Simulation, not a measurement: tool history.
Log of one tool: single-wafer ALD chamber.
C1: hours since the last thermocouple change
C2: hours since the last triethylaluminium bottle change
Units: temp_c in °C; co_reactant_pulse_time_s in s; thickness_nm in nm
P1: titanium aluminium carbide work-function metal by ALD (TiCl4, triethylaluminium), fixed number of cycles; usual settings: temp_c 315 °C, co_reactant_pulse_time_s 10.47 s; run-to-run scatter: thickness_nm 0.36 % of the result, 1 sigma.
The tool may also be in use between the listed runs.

{"run": 1, "hour": 11.8, "temp_c": 315, "co_reactant_pulse_time_s": 10.47, "C1": 745, "C2": 286.2, "thickness_nm": 2.1601}
{"run": 2, "hour": 29.0, "temp_c": 339, "co_reactant_pulse_time_s": 10.47, "C1": 762.2, "C2": 303.4, "thickness_nm": 2.3692}
{"run": 3, "hour": 45.2, "temp_c": 315, "co_reactant_pulse_time_s": 10.47, "C1": 778.4, "C2": 319.6, "thickness_nm": 2.1579}
{"run": 4, "hour": 53.5, "temp_c": 315, "co_reactant_pulse_time_s": 10.47, "C1": 786.7, "C2": 327.9, "thickness_nm": 2.1544}
{"run": 5, "hour": 70.4, "temp_c": 298, "co_reactant_pulse_time_s": 6.46, "C1": 803.6, "C2": 344.8, "thickness_nm": 1.8489}
{"run": 6, "hour": 86.5, "temp_c": 315, "co_reactant_pulse_time_s": 10.47, "C1": 819.7, "C2": 360.9, "thickness_nm": 2.1498}
{"run": 7, "hour": 98.7, "temp_c": 303, "co_reactant_pulse_time_s": 6.25, "C1": 831.9, "C2": 373.1, "thickness_nm": 1.8749}
{"run": 8, "hour": 116.3, "temp_c": 303, "co_reactant_pulse_time_s": 13.87, "C1": 849.5, "C2": 390.7, "thickness_nm": 2.0781}
{"run": 9, "hour": 132.9, "temp_c": 315, "co_reactant_pulse_time_s": 13.58, "C1": 866.1, "C2": 407.3, "thickness_nm": 2.196}
{"run": 10, "hour": 148.7, "temp_c": 315, "co_reactant_pulse_time_s": 5.36, "C1": 881.9, "C2": 423.1, "thickness_nm": 1.8796}
{"run": 11, "hour": 163.3, "temp_c": 315, "co_reactant_pulse_time_s": 10.47, "C1": 896.5, "C2": 437.7, "thickness_nm": 2.1546}
{"run": 12, "hour": 177.4, "temp_c": 315, "co_reactant_pulse_time_s": 10.47, "C1": 910.6, "C2": 451.8, "thickness_nm": 2.1556}
{"run": 13, "hour": 185.4, "temp_c": 315, "co_reactant_pulse_time_s": 10.47, "C1": 918.6, "C2": 459.8, "thickness_nm": 2.1546}
{"run": 14, "hour": 200.9, "temp_c": 293, "co_reactant_pulse_time_s": 10.47, "C1": 934.1, "C2": 475.3, "thickness_nm": 1.9615}
{"run": 15, "hour": 212.2, "temp_c": 315, "co_reactant_pulse_time_s": 10.47, "C1": 945.4, "C2": 486.6, "thickness_nm": 2.1658}
{"run": 16, "hour": 229.1, "temp_c": 315, "co_reactant_pulse_time_s": 10.47, "C1": 962.3, "C2": 503.5, "thickness_nm": 2.1333}
{"run": 17, "hour": 238.6, "temp_c": 315, "co_reactant_pulse_time_s": 10.47, "C1": 971.8, "C2": 513, "thickness_nm": 2.1351}
{"run": 18, "hour": 249.4, "temp_c": 315, "co_reactant_pulse_time_s": 10.47, "C1": 982.6, "C2": 523.8, "thickness_nm": 2.1293}
{"run": 19, "hour": 259.7, "temp_c": 315, "co_reactant_pulse_time_s": 10.47, "C1": 992.9, "C2": 534.1, "thickness_nm": 2.1283}
{"run": 20, "hour": 277.6, "temp_c": 315, "co_reactant_pulse_time_s": 10.47, "C1": 1010.8, "C2": 552, "thickness_nm": 2.1251}
{"run": 21, "hour": 291.1, "temp_c": 315, "co_reactant_pulse_time_s": 10.47, "C1": 1024.3, "C2": 565.5, "thickness_nm": 2.1312}
{"run": 22, "hour": 307.2, "temp_c": 315, "co_reactant_pulse_time_s": 10.47, "C1": 1040.4, "C2": 581.6, "thickness_nm": 2.1123}
{"run": 23, "hour": 317.1, "temp_c": 315, "co_reactant_pulse_time_s": 10.47, "C1": 1050.3, "C2": 591.5, "thickness_nm": 2.1157}

What P1 gives has crept away from where it was. These 2 causes fit the log equally well, each at the size given:
A: wafer temperature below the value expected at the setpoint (K) = 4.63
B: triethylaluminium dose below that of a fresh bottle (%) = 14.5
The creep began at about hour 212.2.

4 check runs are offered, one wafer each, their results left as question marks. Which one tells the causes apart?
{"run": "check 1", "hour": 327.0, "temp_c": 294, "co_reactant_pulse_time_s": 10.47, "thickness_nm": "?"}
{"run": "check 2", "hour": 327.0, "temp_c": 334, "co_reactant_pulse_time_s": 10.47, "thickness_nm": "?"}
{"run": "check 3", "hour": 327.0, "temp_c": 326, "co_reactant_pulse_time_s": 6.18, "thickness_nm": "?"}
{"run": "check 4", "hour": 327.0, "temp_c": 336, "co_reactant_pulse_time_s": 10.47, "thickness_nm": "?"}

What each check would give under each cause:
check=check_1 result=thickness_nm if_A=1.933 if_B=1.9357
check=check_2 result=thickness_nm if_A=2.2876 if_B=2.2847
check=check_3 result=thickness_nm if_A=2.007 if_B=1.9449
check=check_4 result=thickness_nm if_A=2.3056 if_B=2.3024
How far apart the two closest causes lie, in the result that separates them most: check 1 0.14 %; check 2 0.12 %; check 3 3.15 %; check 4 0.14 %
Check 3 tells the causes apart: in the others they would give nearly the same result.

Check 3 was then run and gave: thickness_nm 1.9566 nm. Which cause is it?

It is B: triethylaluminium dose below that of a fresh bottle (%).
